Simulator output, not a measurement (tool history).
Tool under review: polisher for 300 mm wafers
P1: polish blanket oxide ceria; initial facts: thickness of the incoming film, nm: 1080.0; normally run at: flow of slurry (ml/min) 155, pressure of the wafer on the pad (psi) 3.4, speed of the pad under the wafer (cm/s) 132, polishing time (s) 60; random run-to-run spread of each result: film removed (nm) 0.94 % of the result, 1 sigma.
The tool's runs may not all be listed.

run	hour	flow of slurry (ml/min)	pressure of the wafer on the pad (psi)	speed of the pad under the wafer (cm/s)	polishing time (s)	wafers polished on this pad	hours since the slurry nozzle was cleaned	hours since the head pressure was calibrated	film removed (nm)
1	3.7	155	3.4	132	60	706	131.0	653.1	348.16
2	5.9	245	3.4	132	60	736	133.2	655.3	383.32
3	9.4	95	3.4	132	60	782	136.7	658.8	323.74
4	12.1	155	5.3	132	60	818	139.4	661.5	548.40
5	15.0	155	4.8	132	32	856	142.3	664.4	267.14
6	19.4	155	3.4	132	60	915	146.7	668.8	358.06
7	24.6	155	3.4	132	90	984	151.9	674.0	536.11
8	28.7	155	1.6	132	60	1038	156.0	678.1	168.25
9	32.4	155	3.4	132	60	1087	159.7	681.8	359.32
10	36.7	155	3.4	132	60	1144	164.0	686.1	354.13
11	40.6	155	3.4	132	60	1196	167.9	690.0	356.66
12	42.9	155	3.4	132	34	1226	170.2	692.3	199.16
13	45.4	155	3.4	206	60	1260	172.7	694.8	547.23
14	48.0	205	3.4	132	89	1294	175.3	697.4	542.17
15	52.3	155	3.4	84	60	1351	179.6	701.7	223.99
16	56.9	155	3.4	132	60	1412	184.2	706.3	358.31
17	59.6	155	3.4	132	60	1448	186.9	709.0	345.89
18	62.4	155	3.4	132	60	1485	189.7	711.8	336.31

What does the tool deliver on the next run?
19	64.9	155	3.4	132	60	1518	192.2	714.3	?

film removed (nm): 337.87

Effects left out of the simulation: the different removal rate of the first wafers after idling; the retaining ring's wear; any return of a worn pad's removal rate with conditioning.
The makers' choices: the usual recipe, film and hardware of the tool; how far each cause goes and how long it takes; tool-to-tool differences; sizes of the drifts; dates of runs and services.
